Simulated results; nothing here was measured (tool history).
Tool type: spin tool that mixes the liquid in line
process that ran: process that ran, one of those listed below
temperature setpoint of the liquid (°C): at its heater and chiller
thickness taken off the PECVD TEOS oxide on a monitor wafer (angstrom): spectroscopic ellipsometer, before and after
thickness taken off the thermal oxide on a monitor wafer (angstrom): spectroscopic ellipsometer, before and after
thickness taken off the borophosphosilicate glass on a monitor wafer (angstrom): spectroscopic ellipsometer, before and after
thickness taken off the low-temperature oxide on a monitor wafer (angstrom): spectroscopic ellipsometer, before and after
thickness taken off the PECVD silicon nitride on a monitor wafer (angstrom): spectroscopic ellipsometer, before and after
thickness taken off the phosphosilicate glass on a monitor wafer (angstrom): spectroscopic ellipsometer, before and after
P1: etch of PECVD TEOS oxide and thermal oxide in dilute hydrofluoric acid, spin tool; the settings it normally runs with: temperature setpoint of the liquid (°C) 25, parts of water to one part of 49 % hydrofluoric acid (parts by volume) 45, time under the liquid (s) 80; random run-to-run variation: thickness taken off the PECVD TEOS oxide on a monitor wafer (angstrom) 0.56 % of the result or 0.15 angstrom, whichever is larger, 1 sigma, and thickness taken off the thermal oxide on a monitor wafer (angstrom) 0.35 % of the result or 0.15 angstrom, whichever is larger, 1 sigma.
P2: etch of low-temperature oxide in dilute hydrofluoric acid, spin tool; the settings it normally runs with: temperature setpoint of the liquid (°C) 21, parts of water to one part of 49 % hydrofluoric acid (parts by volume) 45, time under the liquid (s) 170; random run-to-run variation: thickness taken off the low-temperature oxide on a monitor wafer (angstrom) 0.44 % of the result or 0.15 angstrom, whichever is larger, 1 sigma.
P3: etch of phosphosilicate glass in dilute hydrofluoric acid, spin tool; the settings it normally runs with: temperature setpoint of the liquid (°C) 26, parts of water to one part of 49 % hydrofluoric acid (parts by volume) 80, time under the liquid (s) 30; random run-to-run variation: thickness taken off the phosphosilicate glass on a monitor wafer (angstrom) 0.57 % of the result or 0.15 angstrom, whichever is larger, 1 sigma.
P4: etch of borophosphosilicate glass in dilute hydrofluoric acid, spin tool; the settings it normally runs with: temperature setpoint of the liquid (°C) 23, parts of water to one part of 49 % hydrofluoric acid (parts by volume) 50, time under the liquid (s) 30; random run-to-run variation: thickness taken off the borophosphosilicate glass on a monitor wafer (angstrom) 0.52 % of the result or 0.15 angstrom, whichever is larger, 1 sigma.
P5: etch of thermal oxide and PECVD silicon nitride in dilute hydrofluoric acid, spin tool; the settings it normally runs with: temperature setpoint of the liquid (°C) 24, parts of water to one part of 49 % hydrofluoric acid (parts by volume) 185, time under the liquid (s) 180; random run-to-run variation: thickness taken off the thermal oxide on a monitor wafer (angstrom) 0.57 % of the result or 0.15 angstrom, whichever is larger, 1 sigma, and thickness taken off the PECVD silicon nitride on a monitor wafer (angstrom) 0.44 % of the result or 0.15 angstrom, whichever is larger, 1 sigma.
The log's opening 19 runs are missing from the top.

run	hour	process that ran	temperature setpoint of the liquid (°C)	parts of water to one part of 49 % hydrofluoric acid (parts by volume)	time under the liquid (s)	thickness taken off the PECVD TEOS oxide on a monitor wafer (angstrom)	thickness taken off the thermal oxide on a monitor wafer (angstrom)	thickness taken off the borophosphosilicate glass on a monitor wafer (angstrom)	thickness taken off the low-temperature oxide on a monitor wafer (angstrom)	thickness taken off the PECVD silicon nitride on a monitor wafer (angstrom)	thickness taken off the phosphosilicate glass on a monitor wafer (angstrom)
20	79.5	P2	21	20	170				916.65		
21	84	P5	24	185	25		6.0134			7.3025	
22	86.8	P2	17	45	170				331.46		
23	92.3	P3	26	80	30						550.9
# hour 94.2: hydrofluoric acid flow meter replaced
24	94.9	P3	31.5	80	30						680.3
25	97.5	P4	17	50	30			133.07			
26	101.7	P4	23	70	30			119.79			
27	106.5	P3	26	135	30						301.61
28	110.8	P5	24	325	180		21.209			31.188	
29	115.3	P1	25	45	80	319.81	93.139				
30	119.3	P1	25	45	80	329.23	96.648				
31	123.6	P1	25	45	80	338.46	99.371				

Run 32 comes next. What will it give?
32	126.8	P1	25	45	80	?	?				

Run 32 came out at thickness taken off the PECVD TEOS oxide on a monitor wafer (angstrom) 337.1, thickness taken off the thermal oxide on a monitor wafer (angstrom) 100.13.

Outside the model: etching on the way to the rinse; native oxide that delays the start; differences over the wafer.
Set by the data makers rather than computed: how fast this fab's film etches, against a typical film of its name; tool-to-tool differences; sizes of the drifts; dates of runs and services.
